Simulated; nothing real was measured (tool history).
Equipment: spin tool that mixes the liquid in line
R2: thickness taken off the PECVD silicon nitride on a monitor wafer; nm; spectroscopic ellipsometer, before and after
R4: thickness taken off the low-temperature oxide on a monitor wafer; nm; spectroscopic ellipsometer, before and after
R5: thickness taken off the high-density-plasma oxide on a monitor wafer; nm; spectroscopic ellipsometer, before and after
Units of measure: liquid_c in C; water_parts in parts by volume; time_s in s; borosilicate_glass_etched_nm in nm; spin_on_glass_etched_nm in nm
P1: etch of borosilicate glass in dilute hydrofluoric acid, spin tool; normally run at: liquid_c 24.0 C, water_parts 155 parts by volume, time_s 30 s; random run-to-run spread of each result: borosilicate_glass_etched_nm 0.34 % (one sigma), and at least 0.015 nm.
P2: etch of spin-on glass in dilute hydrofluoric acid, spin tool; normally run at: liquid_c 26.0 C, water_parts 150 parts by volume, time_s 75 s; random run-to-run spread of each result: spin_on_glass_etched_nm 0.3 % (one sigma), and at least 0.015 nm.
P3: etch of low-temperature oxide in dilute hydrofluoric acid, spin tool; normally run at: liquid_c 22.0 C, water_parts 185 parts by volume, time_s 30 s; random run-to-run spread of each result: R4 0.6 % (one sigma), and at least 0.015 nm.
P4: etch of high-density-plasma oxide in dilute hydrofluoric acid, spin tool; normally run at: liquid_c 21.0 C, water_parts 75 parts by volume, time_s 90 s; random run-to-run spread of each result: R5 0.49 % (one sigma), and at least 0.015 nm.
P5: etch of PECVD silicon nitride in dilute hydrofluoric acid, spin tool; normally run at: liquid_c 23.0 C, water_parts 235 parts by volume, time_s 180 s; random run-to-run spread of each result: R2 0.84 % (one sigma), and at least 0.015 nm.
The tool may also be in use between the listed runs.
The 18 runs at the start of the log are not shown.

{"run": 19, "hour": 143.1, "process": "P2", "liquid_c": 26.0, "water_parts": 225, "time_s": 75, "spin_on_glass_etched_nm": 9.9344}
{"run": 20, "hour": 148.4, "process": "P3", "liquid_c": 17.0, "water_parts": 185, "time_s": 30, "R4": 3.4878}
{"run": 21, "hour": 155.7, "process": "P1", "liquid_c": 24.0, "water_parts": 155, "time_s": 30, "borosilicate_glass_etched_nm": 6.6547}
{"run": 22, "hour": 163.8, "process": "P4", "liquid_c": 21.0, "water_parts": 75, "time_s": 15, "R5": 1.8629}
{"run": 23, "hour": 171.9, "process": "P3", "liquid_c": 22.0, "water_parts": 185, "time_s": 15, "R4": 2.105}
{"run": 24, "hour": 177.2, "process": "P4", "liquid_c": 21.0, "water_parts": 75, "time_s": 90, "R5": 11.059}
{"run": 25, "hour": 187.5, "process": "P4", "liquid_c": 21.0, "water_parts": 135, "time_s": 90, "R5": 5.7334}
{"run": 26, "hour": 194.4, "process": "P5", "liquid_c": 17.0, "water_parts": 235, "time_s": 180, "R2": 1.9153}
{"run": 27, "hour": 202.7, "process": "P1", "liquid_c": 24.0, "water_parts": 155, "time_s": 60, "borosilicate_glass_etched_nm": 13.434}
{"run": 28, "hour": 210.6, "process": "P1", "liquid_c": 24.0, "water_parts": 155, "time_s": 30, "borosilicate_glass_etched_nm": 6.678}
{"run": 29, "hour": 218.8, "process": "P2", "liquid_c": 26.0, "water_parts": 150, "time_s": 75, "spin_on_glass_etched_nm": 16.202}
{"run": 30, "hour": 223.5, "process": "P5", "liquid_c": 23.0, "water_parts": 235, "time_s": 75, "R2": 1.1632}
{"run": 31, "hour": 231.5, "process": "P3", "liquid_c": 22.0, "water_parts": 185, "time_s": 30, "R4": 4.2102}
{"run": 32, "hour": 242.0, "process": "P1", "liquid_c": 24.0, "water_parts": 155, "time_s": 30, "borosilicate_glass_etched_nm": 6.6633}
{"run": 33, "hour": 247.5, "process": "P1", "liquid_c": 24.0, "water_parts": 245, "time_s": 30, "borosilicate_glass_etched_nm": 3.8589}
{"run": 34, "hour": 252.2, "process": "P1", "liquid_c": 24.0, "water_parts": 155, "time_s": 30, "borosilicate_glass_etched_nm": 6.7383}
{"run": 35, "hour": 260.0, "process": "P1", "liquid_c": 24.0, "water_parts": 155, "time_s": 30, "borosilicate_glass_etched_nm": 6.6948}
{"run": 36, "hour": 267.1, "process": "P1", "liquid_c": 24.0, "water_parts": 155, "time_s": 30, "borosilicate_glass_etched_nm": 6.4904}
{"run": 37, "hour": 273.0, "process": "P1", "liquid_c": 24.0, "water_parts": 155, "time_s": 30, "borosilicate_glass_etched_nm": 6.3689}
{"run": 38, "hour": 282.3, "process": "P1", "liquid_c": 24.0, "water_parts": 155, "time_s": 30, "borosilicate_glass_etched_nm": 6.2343}
{"run": 39, "hour": 291.4, "process": "P1", "liquid_c": 24.0, "water_parts": 155, "time_s": 30, "borosilicate_glass_etched_nm": 6.1658}
{"run": 40, "hour": 301.0, "process": "P1", "liquid_c": 24.0, "water_parts": 155, "time_s": 30, "borosilicate_glass_etched_nm": 6.1452}

Expected results for the next run?
{"run": 41, "hour": 309.0, "process": "P1", "liquid_c": 24.0, "water_parts": 155, "time_s": 30, "borosilicate_glass_etched_nm": "?"}

Run 41 measured borosilicate_glass_etched_nm 6.1307 nm.
